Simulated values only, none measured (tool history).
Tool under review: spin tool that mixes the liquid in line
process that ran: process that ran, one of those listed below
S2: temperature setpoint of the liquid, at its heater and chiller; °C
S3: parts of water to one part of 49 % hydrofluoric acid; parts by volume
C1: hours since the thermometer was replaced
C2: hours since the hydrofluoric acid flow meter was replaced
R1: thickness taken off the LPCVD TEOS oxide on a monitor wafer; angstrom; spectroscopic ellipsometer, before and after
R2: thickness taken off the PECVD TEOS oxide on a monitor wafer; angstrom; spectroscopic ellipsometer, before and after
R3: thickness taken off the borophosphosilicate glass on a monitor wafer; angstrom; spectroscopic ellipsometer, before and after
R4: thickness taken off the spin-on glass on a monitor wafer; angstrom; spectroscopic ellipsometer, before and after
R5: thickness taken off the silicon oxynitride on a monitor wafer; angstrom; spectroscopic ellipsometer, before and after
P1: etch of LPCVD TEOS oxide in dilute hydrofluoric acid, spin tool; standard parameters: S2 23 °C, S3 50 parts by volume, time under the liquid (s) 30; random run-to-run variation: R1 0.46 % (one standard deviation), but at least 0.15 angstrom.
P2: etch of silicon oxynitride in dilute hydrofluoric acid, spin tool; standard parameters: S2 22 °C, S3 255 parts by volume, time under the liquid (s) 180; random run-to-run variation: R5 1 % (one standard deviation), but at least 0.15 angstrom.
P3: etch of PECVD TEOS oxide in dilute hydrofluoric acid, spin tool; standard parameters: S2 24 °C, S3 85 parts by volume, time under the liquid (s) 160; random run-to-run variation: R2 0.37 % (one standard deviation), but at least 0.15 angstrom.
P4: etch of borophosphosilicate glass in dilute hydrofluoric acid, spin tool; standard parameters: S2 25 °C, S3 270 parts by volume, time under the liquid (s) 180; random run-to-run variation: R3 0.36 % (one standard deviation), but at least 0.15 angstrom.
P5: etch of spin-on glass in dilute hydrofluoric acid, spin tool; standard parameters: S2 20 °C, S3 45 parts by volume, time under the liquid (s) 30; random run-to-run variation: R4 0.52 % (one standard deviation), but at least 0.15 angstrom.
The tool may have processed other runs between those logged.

{"run": 1, "hour": 8.9, "process that ran": "P1", "S2": 23, "S3": 50, "time under the liquid (s)": 30, "C1": 362, "C2": 488.2, "R1": 178.76}
{"run": 2, "hour": 15.4, "process that ran": "P3", "S2": 24, "S3": 85, "time under the liquid (s)": 160, "C1": 368.5, "C2": 494.7, "R2": 262.77}
{"run": 3, "hour": 20.5, "process that ran": "P1", "S2": 23, "S3": 50, "time under the liquid (s)": 30, "C1": 373.6, "C2": 499.8, "R1": 180.32}
{"run": 4, "hour": 27.4, "process that ran": "P1", "S2": 23, "S3": 50, "time under the liquid (s)": 30, "C1": 380.5, "C2": 506.7, "R1": 179.21}
{"run": 5, "hour": 35.9, "process that ran": "P3", "S2": 24, "S3": 85, "time under the liquid (s)": 160, "C1": 389, "C2": 515.2, "R2": 262.66}
{"run": 6, "hour": 45.1, "process that ran": "P4", "S2": 29, "S3": 270, "time under the liquid (s)": 180, "C1": 398.2, "C2": 524.4, "R3": 344.84}
{"run": 7, "hour": 54.0, "process that ran": "P5", "S2": 20, "S3": 45, "time under the liquid (s)": 60, "C1": 407.1, "C2": 533.3, "R4": 512.52}
{"run": 8, "hour": 60.5, "process that ran": "P1", "S2": 30, "S3": 50, "time under the liquid (s)": 30, "C1": 413.6, "C2": 539.8, "R1": 239.18}
{"run": 9, "hour": 69.7, "process that ran": "P4", "S2": 25, "S3": 270, "time under the liquid (s)": 180, "C1": 422.8, "C2": 549, "R3": 298.55}
{"run": 10, "hour": 74.2, "process that ran": "P4", "S2": 25, "S3": 270, "time under the liquid (s)": 25, "C1": 427.3, "C2": 553.5, "R3": 41.577}
{"run": 11, "hour": 80.3, "process that ran": "P3", "S2": 20, "S3": 85, "time under the liquid (s)": 160, "C1": 433.4, "C2": 559.6, "R2": 223.6}
{"run": 12, "hour": 88.9, "process that ran": "P1", "S2": 23, "S3": 20, "time under the liquid (s)": 30, "C1": 442, "C2": 568.2, "R1": 464.36}
{"run": 13, "hour": 94.7, "process that ran": "P4", "S2": 25, "S3": 125, "time under the liquid (s)": 180, "C1": 447.8, "C2": 574, "R3": 755}
{"run": 14, "hour": 101.5, "process that ran": "P5", "S2": 17, "S3": 45, "time under the liquid (s)": 30, "C1": 454.6, "C2": 580.8, "R4": 225.25}
{"run": 15, "hour": 106.4, "process that ran": "P1", "S2": 23, "S3": 50, "time under the liquid (s)": 60, "C1": 459.5, "C2": 585.7, "R1": 355.94}
{"run": 16, "hour": 115.6, "process that ran": "P5", "S2": 20, "S3": 25, "time under the liquid (s)": 30, "C1": 468.7, "C2": 594.9, "R4": 477.54}
{"run": 17, "hour": 120.2, "process that ran": "P1", "S2": 23, "S3": 50, "time under the liquid (s)": 30, "C1": 473.3, "C2": 599.5, "R1": 180.29}
{"hour": 128.3, "done": "thermometer replaced"}
{"run": 18, "hour": 128.7, "process that ran": "P2", "S2": 17, "S3": 255, "time under the liquid (s)": 180, "C1": 0.4, "C2": 608, "R5": 22.029}
{"run": 19, "hour": 135.8, "process that ran": "P3", "S2": 24, "S3": 85, "time under the liquid (s)": 300, "C1": 7.5, "C2": 615.1, "R2": 493.92}
{"run": 20, "hour": 142.5, "process that ran": "P4", "S2": 25, "S3": 270, "time under the liquid (s)": 180, "C1": 14.2, "C2": 621.8, "R3": 299.36}
{"run": 21, "hour": 151.7, "process that ran": "P2", "S2": 22, "S3": 255, "time under the liquid (s)": 180, "C1": 23.4, "C2": 631, "R5": 27.49}
{"run": 22, "hour": 157.7, "process that ran": "P5", "S2": 20, "S3": 45, "time under the liquid (s)": 30, "C1": 29.4, "C2": 637, "R4": 256.17}
{"run": 23, "hour": 165.0, "process that ran": "P5", "S2": 20, "S3": 45, "time under the liquid (s)": 30, "C1": 36.7, "C2": 644.3, "R4": 257.71}
{"run": 24, "hour": 169.0, "process that ran": "P1", "S2": 23, "S3": 50, "time under the liquid (s)": 30, "C1": 40.7, "C2": 648.3, "R1": 178.17}
{"run": 25, "hour": 174.4, "process that ran": "P1", "S2": 19, "S3": 50, "time under the liquid (s)": 30, "C1": 46.1, "C2": 653.7, "R1": 151.81}
{"run": 26, "hour": 178.5, "process that ran": "P1", "S2": 23, "S3": 80, "time under the liquid (s)": 15, "C1": 50.2, "C2": 657.8, "R1": 53.493}
{"run": 27, "hour": 184.7, "process that ran": "P1", "S2": 23, "S3": 75, "time under the liquid (s)": 30, "C1": 56.4, "C2": 664, "R1": 115.07}
{"run": 28, "hour": 189.7, "process that ran": "P3", "S2": 24, "S3": 25, "time under the liquid (s)": 160, "C1": 61.4, "C2": 669, "R2": 966.64}
{"run": 29, "hour": 195.3, "process that ran": "P2", "S2": 22, "S3": 255, "time under the liquid (s)": 60, "C1": 67, "C2": 674.6, "R5": 9.3924}
{"run": 30, "hour": 204.2, "process that ran": "P2", "S2": 22, "S3": 145, "time under the liquid (s)": 180, "C1": 75.9, "C2": 683.5, "R5": 51.361}
{"run": 31, "hour": 213.7, "process that ran": "P1", "S2": 23, "S3": 50, "time under the liquid (s)": 30, "C1": 85.4, "C2": 693, "R1": 178.2}
{"run": 32, "hour": 221.6, "process that ran": "P1", "S2": 23, "S3": 50, "time under the liquid (s)": 30, "C1": 93.3, "C2": 700.9, "R1": 177.77}
{"run": 33, "hour": 226.6, "process that ran": "P1", "S2": 23, "S3": 50, "time under the liquid (s)": 15, "C1": 98.3, "C2": 705.9, "R1": 89.565}
{"run": 34, "hour": 231.5, "process that ran": "P1", "S2": 23, "S3": 50, "time under the liquid (s)": 30, "C1": 103.2, "C2": 710.8, "R1": 177.62}
{"run": 35, "hour": 238.3, "process that ran": "P1", "S2": 23, "S3": 50, "time under the liquid (s)": 30, "C1": 110, "C2": 717.6, "R1": 187.24}
{"run": 36, "hour": 244.4, "process that ran": "P1", "S2": 23, "S3": 50, "time under the liquid (s)": 30, "C1": 116.1, "C2": 723.7, "R1": 192.23}
{"run": 37, "hour": 251.4, "process that ran": "P1", "S2": 23, "S3": 50, "time under the liquid (s)": 30, "C1": 123.1, "C2": 730.7, "R1": 194}
{"run": 38, "hour": 256.1, "process that ran": "P1", "S2": 23, "S3": 50, "time under the liquid (s)": 30, "C1": 127.8, "C2": 735.4, "R1": 195.49}
{"run": 39, "hour": 265.5, "process that ran": "P1", "S2": 23, "S3": 50, "time under the liquid (s)": 30, "C1": 137.2, "C2": 744.8, "R1": 195.84}
{"run": 40, "hour": 274.3, "process that ran": "P1", "S2": 23, "S3": 50, "time under the liquid (s)": 30, "C1": 146, "C2": 753.6, "R1": 196.39}

Compared with where it was, what P1 gives has crept away. Each cause listed below fits the log as well as the rest, at the size given for it:
A: liquid hotter than its thermometer reads (K) = 2.41
B: hydrofluoric acid flow above the setpoint (%) = 9.76
Creep in the process output first set in at about hour 231.5.

Question marks stand in for the results of the 4 check runs listed below, each run on one wafer. Under which run would the listed causes show clearly different results?
{"run": "check 1", "hour": 283.1, "process that ran": "P3", "S2": 20.5, "S3": 85, "time under the liquid (s)": 255, "R2": "?"}
{"run": "check 2", "hour": 283.1, "process that ran": "P2", "S2": 17, "S3": 255, "time under the liquid (s)": 180, "R5": "?"}
{"run": "check 3", "hour": 283.1, "process that ran": "P5", "S2": 17, "S3": 45, "time under the liquid (s)": 55, "R4": "?"}
{"run": "check 4", "hour": 283.1, "process that ran": "P4", "S2": 25, "S3": 270, "time under the liquid (s)": 105, "R3": "?"}

If the cause were each of the candidates in turn, the checks would give the following:
check=check_1 result=R2 if_A=401.36 if_B=402.74
check=check_2 result=R5 if_A=24.439 if_B=24.311
check=check_3 result=R4 if_A=461.69 if_B=458.65
check=check_4 result=R3 if_A=189.09 if_B=195.83
Per check, the gap between the least separated pair of causes, taken in the result that splits them most: check 1 0.34 %; check 2 0.53 %; check 3 0.66 %; check 4 3.5 %
Check 4 distinguishes between the causes, while the remaining checks would return nearly the same result for all of them.

The results of check 4 are: R3 195.49 angstrom. Based on these, which of the listed causes is it?

It was cause B: hydrofluoric acid flow above the setpoint (%).
